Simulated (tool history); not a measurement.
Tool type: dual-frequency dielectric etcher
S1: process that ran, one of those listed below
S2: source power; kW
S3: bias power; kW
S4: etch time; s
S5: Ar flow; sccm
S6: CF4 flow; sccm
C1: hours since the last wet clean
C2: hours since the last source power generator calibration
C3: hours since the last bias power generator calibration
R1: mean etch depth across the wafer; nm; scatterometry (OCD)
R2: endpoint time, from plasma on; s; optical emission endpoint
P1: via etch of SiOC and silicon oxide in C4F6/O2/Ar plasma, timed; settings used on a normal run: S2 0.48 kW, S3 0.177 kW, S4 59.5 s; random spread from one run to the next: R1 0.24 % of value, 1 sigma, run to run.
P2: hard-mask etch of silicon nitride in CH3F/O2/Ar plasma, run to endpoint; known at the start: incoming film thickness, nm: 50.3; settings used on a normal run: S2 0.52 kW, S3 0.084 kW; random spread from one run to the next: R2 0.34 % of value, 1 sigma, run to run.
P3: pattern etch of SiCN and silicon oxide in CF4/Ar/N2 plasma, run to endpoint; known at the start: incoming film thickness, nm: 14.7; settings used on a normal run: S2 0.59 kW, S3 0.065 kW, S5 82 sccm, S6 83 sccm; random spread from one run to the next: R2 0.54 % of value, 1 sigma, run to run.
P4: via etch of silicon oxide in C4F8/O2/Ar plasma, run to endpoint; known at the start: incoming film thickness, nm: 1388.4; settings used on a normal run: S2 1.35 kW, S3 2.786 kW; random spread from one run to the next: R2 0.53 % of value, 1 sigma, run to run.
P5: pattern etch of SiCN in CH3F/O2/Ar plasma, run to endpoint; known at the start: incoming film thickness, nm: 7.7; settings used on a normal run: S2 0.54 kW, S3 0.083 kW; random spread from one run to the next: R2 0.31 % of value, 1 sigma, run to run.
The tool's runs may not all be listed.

{"run": 1, "hour": 8.4, "S1": "P1", "S2": 0.48, "S3": 0.177, "S4": 59.5, "C1": 355.4, "C2": 1437.5, "C3": 1592.6, "R1": 70.104}
{"run": 2, "hour": 22.7, "S1": "P1", "S2": 0.35, "S3": 0.177, "S4": 59.5, "C1": 369.7, "C2": 1451.8, "C3": 1606.9, "R1": 61.984}
{"run": 3, "hour": 37.4, "S1": "P1", "S2": 0.48, "S3": 0.177, "S4": 59.5, "C1": 384.4, "C2": 1466.5, "C3": 1621.6, "R1": 70.083}
{"run": 4, "hour": 52.4, "S1": "P1", "S2": 0.48, "S3": 0.177, "S4": 59.5, "C1": 399.4, "C2": 1481.5, "C3": 1636.6, "R1": 69.91}
{"run": 5, "hour": 66.7, "S1": "P1", "S2": 0.48, "S3": 0.177, "S4": 59.5, "C1": 413.7, "C2": 1495.8, "C3": 1650.9, "R1": 69.835}
{"run": 6, "hour": 77.5, "S1": "P1", "S2": 0.6, "S3": 0.177, "S4": 59.5, "C1": 424.5, "C2": 1506.6, "C3": 1661.7, "R1": 76.218}
{"run": 7, "hour": 85.0, "S1": "P3", "S2": 0.59, "S3": 0.065, "S5": 82, "S6": 83, "C1": 432, "C2": 1514.1, "C3": 1669.2, "R2": 13.533}
{"run": 8, "hour": 94.2, "S1": "P5", "S2": 0.54, "S3": 0.083, "C1": 441.2, "C2": 1523.3, "C3": 1678.4, "R2": 18.616}
{"run": 9, "hour": 101.6, "S1": "P3", "S2": 0.59, "S3": 0.065, "S5": 82, "S6": 83, "C1": 448.6, "C2": 1530.7, "C3": 1685.8, "R2": 13.68}
{"run": 10, "hour": 113.9, "S1": "P4", "S2": 1.35, "S3": 2.786, "C1": 460.9, "C2": 1543, "C3": 1698.1, "R2": 286.95}
{"run": 11, "hour": 122.7, "S1": "P4", "S2": 1.35, "S3": 3.754, "C1": 469.7, "C2": 1551.8, "C3": 1706.9, "R2": 261.96}
{"run": 12, "hour": 130.1, "S1": "P5", "S2": 0.54, "S3": 0.083, "C1": 477.1, "C2": 1559.2, "C3": 1714.3, "R2": 18.568}
{"run": 13, "hour": 141.2, "S1": "P4", "S2": 0.96, "S3": 2.786, "C1": 488.2, "C2": 1570.3, "C3": 1725.4, "R2": 333.22}
{"run": 14, "hour": 154.0, "S1": "P1", "S2": 0.48, "S3": 0.177, "S4": 73, "C1": 501, "C2": 1583.1, "C3": 1738.2, "R1": 85.674}
{"run": 15, "hour": 161.0, "S1": "P2", "S2": 0.52, "S3": 0.049, "C1": 508, "C2": 1590.1, "C3": 1745.2, "R2": 74.124}
{"run": 16, "hour": 167.8, "S1": "P1", "S2": 0.48, "S3": 0.177, "S4": 32.5, "C1": 514.8, "C2": 1596.9, "C3": 1752, "R1": 38.167}
{"run": 17, "hour": 175.6, "S1": "P1", "S2": 0.48, "S3": 0.177, "S4": 59.5, "C1": 522.6, "C2": 1604.7, "C3": 1759.8, "R1": 69.989}
{"run": 18, "hour": 184.2, "S1": "P1", "S2": 0.48, "S3": 0.11, "S4": 59.5, "C1": 531.2, "C2": 1613.3, "C3": 1768.4, "R1": 60.55}
{"run": 19, "hour": 198.5, "S1": "P2", "S2": 0.52, "S3": 0.084, "C1": 545.5, "C2": 1627.6, "C3": 1782.7, "R2": 62.335}
{"run": 20, "hour": 207.3, "S1": "P3", "S2": 0.75, "S3": 0.065, "S5": 82, "S6": 83, "C1": 554.3, "C2": 1636.4, "C3": 1791.5, "R2": 11.051}
{"run": 21, "hour": 217.6, "S1": "P1", "S2": 0.48, "S3": 0.177, "S4": 59.5, "C1": 564.6, "C2": 1646.7, "C3": 1801.8, "R1": 70.003}
{"run": 22, "hour": 229.8, "S1": "P4", "S2": 1.35, "S3": 2.786, "C1": 576.8, "C2": 1658.9, "C3": 1814, "R2": 289.27}
{"run": 23, "hour": 242.7, "S1": "P3", "S2": 0.59, "S3": 0.065, "S5": 82, "S6": 56, "C1": 589.7, "C2": 1671.8, "C3": 1826.9, "R2": 14.491}
{"run": 24, "hour": 252.2, "S1": "P5", "S2": 0.43, "S3": 0.083, "C1": 599.2, "C2": 1681.3, "C3": 1836.4, "R2": 20.325}
{"run": 25, "hour": 266.4, "S1": "P3", "S2": 0.59, "S3": 0.041, "S5": 82, "S6": 83, "C1": 613.4, "C2": 1695.5, "C3": 1850.6, "R2": 15.627}
{"run": 26, "hour": 274.6, "S1": "P2", "S2": 0.72, "S3": 0.084, "C1": 621.6, "C2": 1703.7, "C3": 1858.8, "R2": 55.265}
{"run": 27, "hour": 290.3, "S1": "P5", "S2": 0.54, "S3": 0.108, "C1": 637.3, "C2": 1719.4, "C3": 1874.5, "R2": 16.926}
{"run": 28, "hour": 298.6, "S1": "P3", "S2": 0.59, "S3": 0.065, "S5": 54, "S6": 83, "C1": 645.6, "C2": 1727.7, "C3": 1882.8, "R2": 12.922}
{"run": 29, "hour": 313.8, "S1": "P1", "S2": 0.32, "S3": 0.112, "S4": 59.5, "C1": 660.8, "C2": 1742.9, "C3": 1898, "R1": 52.057}
{"run": 30, "hour": 325.5, "S1": "P1", "S2": 0.48, "S3": 0.212, "S4": 59.5, "C1": 672.5, "C2": 1754.6, "C3": 1909.7, "R1": 74.51}
{"run": 31, "hour": 339.6, "S1": "P1", "S2": 0.48, "S3": 0.177, "S4": 59.5, "C1": 686.6, "C2": 1768.7, "C3": 1923.8, "R1": 69.904}
{"run": 32, "hour": 355.2, "S1": "P1", "S2": 0.48, "S3": 0.177, "S4": 59.5, "C1": 702.2, "C2": 1784.3, "C3": 1939.4, "R1": 70.246}
{"run": 33, "hour": 369.4, "S1": "P1", "S2": 0.48, "S3": 0.177, "S4": 59.5, "C1": 716.4, "C2": 1798.5, "C3": 1953.6, "R1": 70.684}
{"hour": 378.4, "done": "wet clean of the chamber"}
{"run": 34, "hour": 379.4, "S1": "P1", "S2": 0.48, "S3": 0.177, "S4": 59.5, "C1": 1, "C2": 1808.5, "C3": 1963.6, "R1": 71.156}
{"run": 35, "hour": 389.8, "S1": "P1", "S2": 0.48, "S3": 0.177, "S4": 59.5, "C1": 11.4, "C2": 1818.9, "C3": 1974, "R1": 70.949}
{"run": 36, "hour": 405.1, "S1": "P1", "S2": 0.48, "S3": 0.177, "S4": 59.5, "C1": 26.7, "C2": 1834.2, "C3": 1989.3, "R1": 70.899}
{"run": 37, "hour": 418.3, "S1": "P1", "S2": 0.48, "S3": 0.177, "S4": 59.5, "C1": 39.9, "C2": 1847.4, "C3": 2002.5, "R1": 71.37}
{"run": 38, "hour": 429.3, "S1": "P1", "S2": 0.48, "S3": 0.177, "S4": 59.5, "C1": 50.9, "C2": 1858.4, "C3": 2013.5, "R1": 70.555}
{"run": 39, "hour": 436.8, "S1": "P1", "S2": 0.48, "S3": 0.177, "S4": 59.5, "C1": 58.4, "C2": 1865.9, "C3": 2021, "R1": 70.969}

The output of P1 has drifted from where it used to be. Each of the 2 causes below, taken at the size shown beside it, accounts for the log equally well:
A: bias power that arrives over what is set, % = 4.59
B: source power that arrives over what is set, % = 3.73
The drift started at roughly hour 339.6.
Ruled out, with reasons:
chamber walls in a state that raises the etch rate, %: serviced at hour 378.4, after the drift had started, without restoring the earlier output

You are offered 4 check runs, listed below with question marks in place of their results; each one averages 5 wafers. Which run separates the listed causes by giving clearly different results for each?
{"run": "check 1", "hour": 444.3, "S1": "P4", "S2": 1.35, "S3": 3.672, "R2": "?"}
{"run": "check 2", "hour": 444.3, "S1": "P5", "S2": 0.45, "S3": 0.099, "R2": "?"}
{"run": "check 3", "hour": 444.3, "S1": "P2", "S2": 0.71, "S3": 0.084, "R2": "?"}
{"run": "check 4", "hour": 444.3, "S1": "P3", "S2": 0.59, "S3": 0.042, "S5": 82, "S6": 83, "R2": "?"}

What every check run would give for each of its results, assuming each possible cause in turn:
check=check_1 result=R2 if_A=259.99 if_B=260.22
check=check_2 result=R2 if_A=18.351 if_B=18.412
check=check_3 result=R2 if_A=54.665 if_B=54.739
check=check_4 result=R2 if_A=15.329 if_B=15.011
Separation of the two closest causes in each check, using whichever result separates them best: check 1 0.09 %; check 2 0.33 %; check 3 0.14 %; check 4 2.1 %
Check 4 is the one run that separates the causes; every other check would come out nearly the same whichever cause is at work.

With check 4 done, the readings were: R2 15.031 s. Identify which of the listed causes applies.

The cause is B: source power that arrives over what is set, %.

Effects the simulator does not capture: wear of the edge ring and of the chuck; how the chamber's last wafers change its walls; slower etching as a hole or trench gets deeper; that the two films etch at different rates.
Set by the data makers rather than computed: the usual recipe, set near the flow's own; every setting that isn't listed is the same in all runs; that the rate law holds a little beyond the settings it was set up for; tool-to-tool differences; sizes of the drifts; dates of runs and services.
